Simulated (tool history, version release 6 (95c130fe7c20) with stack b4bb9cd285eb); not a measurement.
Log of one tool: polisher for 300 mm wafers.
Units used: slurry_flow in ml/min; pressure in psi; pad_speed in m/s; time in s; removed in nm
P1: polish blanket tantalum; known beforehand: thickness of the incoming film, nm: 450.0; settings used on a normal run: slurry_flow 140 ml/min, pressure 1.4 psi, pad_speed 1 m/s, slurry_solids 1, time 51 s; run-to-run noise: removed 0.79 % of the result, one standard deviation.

run	day	slurry_flow	pressure	pad_speed	slurry_solids	time	wafers polished on this pad	hours since the slurry nozzle was cleaned	hours since the head pressure was calibrated	hours since the slurry blender was calibrated	removed
1	0.404	140	1.4	1	1	51	779	62	128.9	198.1	48.963
2	0.954	85	0.8	1	1	51	995	75.2	142.1	211.3	25.191
3	1.246	140	1.4	1	1	51	1109	82.2	149.1	218.3	49.728
4	1.783	140	1.4	1.36	1	51	1319	95.1	162	231.2	67.976
5	2.1	140	1.4	0.46	1	51	1443	102.7	169.6	238.8	22.772
6	2.729	140	1.4	1	1	51	1690	117.8	184.7	253.9	49.718
7	3.246	170	1.4	1	1	32	1892	130.2	197.1	266.3	32.048
8	3.712	140	1.4	1	1	51	2075	141.4	208.3	277.5	48.849
9	4.25	140	1.4	1	1.5	51	2285	154.3	221.2	290.4	54.181
10	4.575	140	1.4	1	0.5	51	2413	162.1	229	298.2	38.809
11	5.125	140	0.6	1.5	1	51	2628	175.3	242.2	311.4	31.823
12	5.742	140	1.4	1	1	51	2869	190.1	257	326.2	49.344
13	6.296	205	1.4	1	1	51	3086	203.4	270.3	339.5	52.341
# day 6.483: slurry blender recalibrated
14	6.579	140	1.4	1	1	29	3197	210.2	277.1	2.3	27.698
15	7.221	140	2.1	1	1	51	3449	225.6	292.5	17.7	74.613
16	7.8	85	1.4	1	1	51	3676	239.5	306.4	31.6	44.365
17	8.092	140	0.6	1	1	51	3790	246.5	313.4	38.6	21.354
18	8.679	140	1.4	1	1	79	4020	260.6	327.5	52.7	76.385
19	9.321	140	1.4	1	1	51	4271	276	342.9	68.1	48.792
20	9.642	140	1.4	1	1	51	4397	283.7	350.6	75.8	47.245
21	9.975	140	1.4	1	1	51	4527	291.7	358.6	83.8	45.98
# day 10.562: head pressure recalibrated
22	10.588	140	1.4	1	1	51	4767	306.4	0.6	98.5	44.667
23	10.958	140	1.4	1	1	51	4912	315.3	9.5	107.4	44.71

Run 24, settings as shown, results not yet in. Your forecast:
24	11.238	140	1.4	1	1	51	5022	322	16.2	114.1	?

removed: 44.306 nm
